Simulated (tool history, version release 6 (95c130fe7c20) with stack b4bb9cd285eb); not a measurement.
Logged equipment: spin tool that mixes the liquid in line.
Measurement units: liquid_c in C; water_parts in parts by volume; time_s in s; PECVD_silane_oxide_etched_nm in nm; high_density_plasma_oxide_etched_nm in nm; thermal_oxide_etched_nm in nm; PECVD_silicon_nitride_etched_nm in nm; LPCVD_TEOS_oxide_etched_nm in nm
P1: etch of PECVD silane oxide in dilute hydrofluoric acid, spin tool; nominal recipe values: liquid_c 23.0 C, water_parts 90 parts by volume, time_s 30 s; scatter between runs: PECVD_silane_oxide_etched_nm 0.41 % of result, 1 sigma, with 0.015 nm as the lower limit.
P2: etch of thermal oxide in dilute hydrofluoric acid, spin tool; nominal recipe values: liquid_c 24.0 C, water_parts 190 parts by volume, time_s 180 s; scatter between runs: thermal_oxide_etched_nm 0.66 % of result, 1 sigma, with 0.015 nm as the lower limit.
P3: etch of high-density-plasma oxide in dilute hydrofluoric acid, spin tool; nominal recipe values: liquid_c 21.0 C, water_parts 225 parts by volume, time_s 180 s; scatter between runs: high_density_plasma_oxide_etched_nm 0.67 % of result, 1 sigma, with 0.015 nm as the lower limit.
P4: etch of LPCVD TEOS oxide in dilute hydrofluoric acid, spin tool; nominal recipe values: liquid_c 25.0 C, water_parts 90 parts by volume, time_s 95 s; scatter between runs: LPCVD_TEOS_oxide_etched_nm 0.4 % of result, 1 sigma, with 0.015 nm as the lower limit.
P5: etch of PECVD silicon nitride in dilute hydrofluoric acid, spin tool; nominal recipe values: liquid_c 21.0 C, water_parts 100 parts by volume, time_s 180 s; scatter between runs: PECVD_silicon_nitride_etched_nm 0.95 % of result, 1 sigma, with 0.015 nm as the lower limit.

run,hour,process,liquid_c,water_parts,time_s,PECVD_silane_oxide_etched_nm,high_density_plasma_oxide_etched_nm,thermal_oxide_etched_nm,PECVD_silicon_nitride_etched_nm,LPCVD_TEOS_oxide_etched_nm
1,2.6,P1,23.0,90,30,14.2780,,,,
2,6.9,P3,21.0,70,180,,11.97800,,,
3,8.9,P2,17.0,190,180,,,3.2040,,
4,13.1,P3,21.0,225,180,,3.14080,,,
5,17.4,P1,23.0,90,30,14.2550,,,,
6,21.4,P5,29.0,100,180,,,,4.4618,
7,23.8,P2,24.0,350,180,,,1.9276,,
8,26.6,P1,23.0,90,30,14.3890,,,,
9,30.1,P1,23.0,90,55,26.2480,,,,
10,32.8,P2,24.0,190,180,,,4.1869,,
11,35.4,P2,24.0,190,180,,,4.1941,,
12,39.4,P1,23.0,25,30,56.0300,,,,
13,41.6,P1,23.0,90,15,7.1855,,,,
14,45.6,P1,30.5,90,30,19.2090,,,,
15,49.9,P4,20.5,90,95,,,,,31.261
16,54.3,P4,25.0,90,95,,,,,37.139
17,57.1,P4,25.0,30,95,,,,,120.490
18,59.3,P5,21.0,100,180,,,,2.6048,
19,61.4,P2,24.0,190,305,,,7.1521,,
20,65.7,P5,21.0,30,180,,,,8.5805,
21,69.6,P5,21.0,100,360,,,,5.2151,
22,72.7,P1,23.0,140,30,8.7228,,,,
23,76.7,P1,23.0,90,30,14.3540,,,,
24,79.9,P1,23.0,90,30,14.4200,,,,
25,83.0,P1,17.0,90,30,11.0890,,,,

Estimate the outcome of run 26 from the log above:
26,85.4,P3,21.0,225,25,,?,,,

high_density_plasma_oxide_etched_nm: 0.41675 nm

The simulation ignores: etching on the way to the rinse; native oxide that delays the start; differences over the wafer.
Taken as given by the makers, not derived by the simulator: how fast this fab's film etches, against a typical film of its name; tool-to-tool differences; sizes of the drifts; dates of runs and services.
